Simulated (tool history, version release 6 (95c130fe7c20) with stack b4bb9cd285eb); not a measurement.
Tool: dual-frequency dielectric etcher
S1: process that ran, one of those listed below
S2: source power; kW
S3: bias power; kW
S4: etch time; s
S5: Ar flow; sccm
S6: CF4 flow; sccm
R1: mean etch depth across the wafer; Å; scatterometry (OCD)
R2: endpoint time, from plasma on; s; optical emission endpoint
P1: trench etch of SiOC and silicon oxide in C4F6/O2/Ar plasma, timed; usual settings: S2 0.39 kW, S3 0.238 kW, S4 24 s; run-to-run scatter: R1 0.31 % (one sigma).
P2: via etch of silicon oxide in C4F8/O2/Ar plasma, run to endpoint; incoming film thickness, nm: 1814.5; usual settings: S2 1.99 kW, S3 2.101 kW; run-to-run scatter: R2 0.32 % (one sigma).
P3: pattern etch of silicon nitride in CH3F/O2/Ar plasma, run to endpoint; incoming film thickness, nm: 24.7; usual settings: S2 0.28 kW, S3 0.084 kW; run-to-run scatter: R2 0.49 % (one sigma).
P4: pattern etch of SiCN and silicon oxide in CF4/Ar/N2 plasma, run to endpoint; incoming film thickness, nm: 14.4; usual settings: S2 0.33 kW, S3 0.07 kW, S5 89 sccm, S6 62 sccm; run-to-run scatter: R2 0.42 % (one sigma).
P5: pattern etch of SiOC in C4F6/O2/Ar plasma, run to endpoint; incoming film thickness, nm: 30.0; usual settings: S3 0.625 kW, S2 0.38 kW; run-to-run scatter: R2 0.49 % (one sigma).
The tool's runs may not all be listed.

run     day  S1    S2     S3    S4  S5  S6      R1      R2
  1   0.421  P1  0.39  0.238    24          513.82
  2   0.938  P3  0.28  0.119                        33.425
  3   1.296  P2  1.35  2.101                         426.1
  4   1.646  P4   0.4   0.07        89  62           18.47
  5   2.179  P1  0.39  0.238    24          518.71
  6   2.542  P1  0.51  0.238  17.5          415.04
  7       3  P1  0.39  0.285    24          544.87
  8   3.362  P1  0.23  0.161    24          370.28
  9   3.842  P4  0.33   0.07        89  62          22.107
 10   4.217  P3  0.35  0.084                        35.074
 11   4.725  P1  0.39  0.238    24          515.76
 12   5.004  P1  0.47  0.238    24          552.81
 13   5.321  P5  0.38  0.625                        9.2895
 14   5.838  P5  0.38  0.625                        9.1455
 15   6.162  P1  0.31  0.238    24          471.89
 16   6.571  P5  0.38  0.882                        8.0535
 17   7.096  P2  1.99   2.75                        334.48
 18   7.458  P3  0.28  0.084                        38.131
 19   8.025  P1  0.39  0.238    24          516.25
 20   8.604  P4  0.33   0.07        89  86          20.938
 21   9.067  P1  0.39  0.238  14.5          309.18
 22   9.567  P1  0.39  0.185    24          473.06
 23  10.138  P4  0.33  0.087        89  62          20.454
 24  10.421  P1  0.53  0.328    24          645.51
 25  10.712  P5  0.28  0.625                        10.323
     10.829  -- bias power generator calibrated
 26  11.017  P2  1.99  2.101                        362.18
 27  11.296  P1  0.39  0.238    33          709.42
 28   11.75  P2  1.99  2.101                        362.87
 29  12.083  P4  0.33   0.07        60  62          20.761
 30  12.529  P1  0.39  0.238    24          513.36
 31  12.833  P1  0.39  0.238    24          515.18
 32  13.412  P1  0.39  0.238    24          519.27
 33  13.967  P1  0.39  0.238    24          522.54
     14.175  -- wet clean of the chamber
 34  14.542  P1  0.39  0.238    24          519.97
 35  15.062  P1  0.39  0.238    24          520.77
 36  15.521  P1  0.39  0.238    24           523.1
 37  16.008  P1  0.39  0.238    24          518.59
 38  16.571  P1  0.39  0.238    24          523.14
 39  16.846  P1  0.39  0.238    24          524.11
 40  17.212  P1  0.39  0.238    24          525.45

What P1 gives has crept away from where it was. These 2 causes fit the log equally well, each at the size given:
A: source power that arrives over what is set, % = 4.1
B: bias power that arrives over what is set, % = 4.67
The creep began at about day 12.529.
Why every other cause is out:
chamber walls in a state that raises the etch rate, %: serviced at day 14.175, which brought nothing back

4 check runs are offered, each on 2 wafers whose results are averaged, their results left as question marks. Which one tells the causes apart?
check 1  17.579  P3  0.34  0.116                   ?
check 2  17.579  P4  0.33   0.07      68  83       ?
check 3  17.579  P5  0.38  0.786                   ?
check 4  17.579  P2  1.37  2.101                   ?

What each check would give under each cause:
  check  result    if A    if B
check 1      R2  30.982  30.901
check 2      R2  19.671   20.09
check 3      R2  8.3317  8.3016
check 4      R2     415  415.94
How far apart the two closest causes lie, in the result that separates them most: check 1 0.26 %; check 2 2.11 %; check 3 0.36 %; check 4 0.23 %
Check 2 tells the causes apart: in the others they would give nearly the same result.

Check 2 was then run and gave: R2 19.713 s. Which cause is it?

It is A: source power that arrives over what is set, %.
